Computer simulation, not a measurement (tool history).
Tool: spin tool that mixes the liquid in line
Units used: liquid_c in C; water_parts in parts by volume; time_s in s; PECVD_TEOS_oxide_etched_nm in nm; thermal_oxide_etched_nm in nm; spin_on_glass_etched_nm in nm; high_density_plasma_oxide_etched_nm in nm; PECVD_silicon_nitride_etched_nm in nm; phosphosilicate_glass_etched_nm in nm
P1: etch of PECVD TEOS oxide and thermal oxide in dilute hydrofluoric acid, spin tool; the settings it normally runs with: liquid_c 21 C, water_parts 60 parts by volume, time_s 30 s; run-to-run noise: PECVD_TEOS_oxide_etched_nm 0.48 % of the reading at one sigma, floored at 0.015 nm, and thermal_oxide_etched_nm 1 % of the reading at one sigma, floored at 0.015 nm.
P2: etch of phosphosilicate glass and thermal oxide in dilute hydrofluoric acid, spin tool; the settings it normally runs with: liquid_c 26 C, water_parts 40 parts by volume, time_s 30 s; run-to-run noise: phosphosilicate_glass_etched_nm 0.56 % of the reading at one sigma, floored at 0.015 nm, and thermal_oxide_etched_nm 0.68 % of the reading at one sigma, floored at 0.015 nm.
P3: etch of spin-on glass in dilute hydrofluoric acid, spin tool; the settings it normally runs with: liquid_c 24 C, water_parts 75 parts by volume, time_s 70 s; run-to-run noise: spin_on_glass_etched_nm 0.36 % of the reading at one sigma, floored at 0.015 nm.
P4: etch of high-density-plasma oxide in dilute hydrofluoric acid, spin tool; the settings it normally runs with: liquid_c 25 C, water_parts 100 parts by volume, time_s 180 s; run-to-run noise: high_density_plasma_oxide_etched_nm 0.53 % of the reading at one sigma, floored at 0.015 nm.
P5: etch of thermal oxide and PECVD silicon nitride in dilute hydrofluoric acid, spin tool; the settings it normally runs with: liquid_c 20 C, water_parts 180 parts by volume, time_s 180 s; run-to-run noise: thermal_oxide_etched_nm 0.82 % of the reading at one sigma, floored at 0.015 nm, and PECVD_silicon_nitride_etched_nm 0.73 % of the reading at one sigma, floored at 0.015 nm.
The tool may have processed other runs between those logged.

run   hour  process  liquid_c  water_parts  time_s  hours since the thermometer was replaced  hours since the hydrofluoric acid flow meter was replaced  PECVD_TEOS_oxide_etched_nm  thermal_oxide_etched_nm  spin_on_glass_etched_nm  high_density_plasma_oxide_etched_nm  PECVD_silicon_nitride_etched_nm  phosphosilicate_glass_etched_nm
  1   10.8       P1        21           60      30                                    1794.9                                                      259.4                      4.4207                   2.1078
  2     19       P3        24           75     105                                    1803.1                                                      267.6                                                                        47.323
  3   32.1       P4        25          100      15                                    1816.2                                                      280.7                                                                                                            0.81111
  4   42.9       P1        21           95      15                                      1827                                                      291.5                      1.3228                  0.62801
  5   51.9       P4        25           20     180                                      1836                                                      300.5                                                                                                             54.577
  6   59.9       P5        27          180     180                                      1844                                                      308.5                                               4.4259                                                                                         5.8941
  7   73.7       P5        20          180      60                                    1857.8                                                      322.3                                               1.1509                                                                                         1.2534
  8   83.9       P4        25          100     180                                      1868                                                      332.5                                                                                                             9.8094
  9   97.8       P3        24           75      70                                    1881.9                                                      346.4                                                                        32.013
 10  105.9       P1        17           60      30                                      1890                                                      354.5                      3.7363                   1.7518
 11  114.5       P2        26           40      30                                    1898.6                                                      363.1                                               4.1287                                                                                                                          175.01
 12  128.4       P3        24           75      70                                    1912.5                                                        377                                                                        31.632
 13  140.7       P4        29          100     180                                    1924.8                                                      389.3                                                                                                             11.548
 14  147.8       P1        28           60      30                                    1931.9                                                      396.4                      5.8836                    2.747
 15  154.3       P1        17           60      45                                    1938.4                                                      402.9                      5.5468                   2.6675
 16  167.2       P1        21           60      30                                    1951.3                                                      415.8                      4.4097                    2.057
 17  179.4       P1        21           60      15                                    1963.5                                                        428                      2.2036                   1.0626
 18    194       P1        21           60      30                                    1978.1                                                      442.6                      4.4704                     2.08
 19  205.7       P3        24           20      70                                    1989.8                                                      454.3                                                                        127.77
 20  213.7       P1        21           60      30                                    1997.8                                                      462.3                      4.4064                   2.0638
 21  221.9       P2        26           40      30                                      2006                                                      470.5                                               4.0261                                                                                                                          174.92
 22  235.6       P1        17           30      30                                    2019.7                                                      484.2                      7.7742                   3.5811
 23    242       P1        21           60      60                                    2026.1                                                      490.6                      8.8361                   4.0434
 24  255.7       P2        26           40      45                                    2039.8                                                      504.3                                               6.1323                                                                                                                          263.45
 25  262.4       P1        21           60      30                                    2046.5                                                        511                      4.4296                   2.0342
 26  270.2       P2        26           55      30                                    2054.3                                                      518.8                                               2.8767                                                                                                                          123.74
 27  279.3       P2      33.5           40      30                                    2063.4                                                      527.9                                               5.5615                                                                                                                          232.89
 28  288.6       P4        25          100     180                                    2072.7                                                      537.2                                                                                                             9.8505
     290.8  -- thermometer replaced
 29    297       P5        20           80     180                                       6.3                                                      545.6                                               8.4909                                                                                         8.2678
 30  306.9       P5        20          180     180                                      16.2                                                      555.5                                               3.4259                                                                                         3.8211
 31  316.9       P3      18.5           75      70                                      26.2                                                      565.5                                                                        25.305
 32  324.3       P1        21           30      30                                      33.6                                                      572.9                      9.1453                   4.3386
 33  332.4       P1        21          100      30                                      41.7                                                        581                       2.545                    1.184
 34    347       P1        21           60      30                                      56.3                                                      595.6                      4.4052                   2.1036
 35  353.7       P1        21           60      30                                        63                                                      602.3                      4.5196                   2.0817
 36  360.5       P1        21           60      30                                      69.8                                                      609.1                      4.6439                   2.1588
 37  371.5       P1        21           60      30                                      80.8                                                      620.1                       4.746                    2.202

Run 38 has not been measured yet. What should we expect?
 38  378.5       P1        21           60      30                                      87.8                                                      627.1                           ?                        ?

Logged for run 38: PECVD_TEOS_oxide_etched_nm 4.7682 nm, thermal_oxide_etched_nm 2.1978 nm.
